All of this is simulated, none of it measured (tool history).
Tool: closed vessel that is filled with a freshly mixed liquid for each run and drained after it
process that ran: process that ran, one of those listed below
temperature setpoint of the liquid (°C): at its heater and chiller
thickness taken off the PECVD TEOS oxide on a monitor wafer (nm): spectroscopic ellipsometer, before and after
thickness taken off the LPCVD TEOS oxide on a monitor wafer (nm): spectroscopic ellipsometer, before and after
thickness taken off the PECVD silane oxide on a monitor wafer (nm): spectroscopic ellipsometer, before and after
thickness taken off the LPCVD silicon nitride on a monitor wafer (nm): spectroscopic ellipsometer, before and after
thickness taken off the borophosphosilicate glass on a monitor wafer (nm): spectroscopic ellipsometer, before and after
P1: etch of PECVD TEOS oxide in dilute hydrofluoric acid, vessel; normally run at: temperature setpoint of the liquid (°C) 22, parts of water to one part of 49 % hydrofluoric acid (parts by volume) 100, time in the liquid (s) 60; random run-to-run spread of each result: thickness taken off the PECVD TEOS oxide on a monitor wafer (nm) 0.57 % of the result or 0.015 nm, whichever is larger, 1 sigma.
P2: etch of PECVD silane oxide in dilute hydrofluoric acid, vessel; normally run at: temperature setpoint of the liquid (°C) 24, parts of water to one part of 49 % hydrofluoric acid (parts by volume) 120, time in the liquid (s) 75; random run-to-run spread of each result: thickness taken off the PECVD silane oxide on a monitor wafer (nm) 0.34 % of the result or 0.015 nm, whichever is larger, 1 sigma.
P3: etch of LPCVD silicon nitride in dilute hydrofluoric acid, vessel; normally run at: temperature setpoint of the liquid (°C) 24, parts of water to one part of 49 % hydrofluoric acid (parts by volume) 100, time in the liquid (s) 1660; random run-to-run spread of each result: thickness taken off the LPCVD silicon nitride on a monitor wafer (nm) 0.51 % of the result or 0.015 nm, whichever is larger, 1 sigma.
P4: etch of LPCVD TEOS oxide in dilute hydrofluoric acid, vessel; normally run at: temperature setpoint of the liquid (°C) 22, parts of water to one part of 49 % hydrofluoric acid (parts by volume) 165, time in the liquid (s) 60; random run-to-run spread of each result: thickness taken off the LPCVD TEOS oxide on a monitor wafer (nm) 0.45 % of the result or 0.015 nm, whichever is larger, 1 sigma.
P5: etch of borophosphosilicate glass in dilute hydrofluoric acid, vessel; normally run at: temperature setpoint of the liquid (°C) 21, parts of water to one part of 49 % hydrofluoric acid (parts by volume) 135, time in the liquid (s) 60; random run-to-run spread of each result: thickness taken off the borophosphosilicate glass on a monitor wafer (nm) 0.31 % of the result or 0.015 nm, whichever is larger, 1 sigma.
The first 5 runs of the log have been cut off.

| run | hour | process that ran | temperature setpoint of the liquid (°C) | parts of water to one part of 49 % hydrofluoric acid (parts by volume) | time in the liquid (s) | hours since the thermometer was replaced | hours since the hydrofluoric acid flow meter was replaced | thickness taken off the PECVD TEOS oxide on a monitor wafer (nm) | thickness taken off the LPCVD TEOS oxide on a monitor wafer (nm) | thickness taken off the PECVD silane oxide on a monitor wafer (nm) | thickness taken off the LPCVD silicon nitride on a monitor wafer (nm) | thickness taken off the borophosphosilicate glass on a monitor wafer (nm) |
|---|---|---|---|---|---|---|---|---|---|---|---|---|
| 6 | 71.4 | P3 | 24 | 160 | 1660 | 1018.3 | 517.9 |  |  |  | 5.1529 |  |
| 7 | 85.4 | P4 | 22 | 75 | 60 | 1032.3 | 531.9 |  | 42.344 |  |  |  |
| 8 | 97.4 | P1 | 28.5 | 100 | 60 | 1044.3 | 543.9 | 19.894 |  |  |  |  |
| 9 | 107.6 | P2 | 24 | 35 | 75 | 1054.5 | 554.1 |  |  | 35.437 |  |  |
| 10 | 117.1 | P1 | 22 | 100 | 105 | 1064 | 563.6 | 26.511 |  |  |  |  |
| 11 | 130.9 | P3 | 24 | 100 | 1660 | 1077.8 | 577.4 |  |  |  | 8.1413 |  |
| 12 | 142.4 | P5 | 27 | 135 | 60 | 1089.3 | 588.9 |  |  |  |  | 30.667 |
| 13 | 155.2 | P3 | 29 | 100 | 1660 | 1102.1 | 601.7 |  |  |  | 11.305 |  |
| 14 | 168.9 | P5 | 21 | 65 | 60 | 1115.8 | 615.4 |  |  |  |  | 54.496 |
| 15 | 177.9 | P1 | 30 | 150 | 60 | 1124.8 | 624.4 | 13.002 |  |  |  |  |
| 16 | 186.8 | P1 | 22 | 100 | 60 | 1133.7 | 633.3 | 15.245 |  |  |  |  |
| 17 | 201 | P2 | 24 | 120 | 30 | 1147.9 | 647.5 |  |  | 3.6891 |  |  |
| 18 | 215 | P3 | 24 | 100 | 3120 | 1161.9 | 661.5 |  |  |  | 15.206 |  |
| 19 | 230.1 | P1 | 22 | 100 | 60 | 1177 | 676.6 | 15.132 |  |  |  |  |
| 20 | 245.1 | P1 | 22 | 180 | 60 | 1192 | 691.6 | 7.7667 |  |  |  |  |
| 21 | 256.9 | P1 | 22 | 100 | 60 | 1203.8 | 703.4 | 15.448 |  |  |  |  |
| 22 | 267.5 | P4 | 22 | 165 | 60 | 1214.4 | 714 |  | 17.445 |  |  |  |
| 23 | 282.9 | P4 | 17.5 | 165 | 60 | 1229.8 | 729.4 |  | 14.519 |  |  |  |

Predict the results of run 24:
| 24 | 292.3 | P5 | 21 | 135 | 30 | 1239.2 | 738.8 |  |  |  |  | ? |

{"run 24": {"thickness taken off the borophosphosilicate glass on a monitor wafer (nm)": 12.145}}

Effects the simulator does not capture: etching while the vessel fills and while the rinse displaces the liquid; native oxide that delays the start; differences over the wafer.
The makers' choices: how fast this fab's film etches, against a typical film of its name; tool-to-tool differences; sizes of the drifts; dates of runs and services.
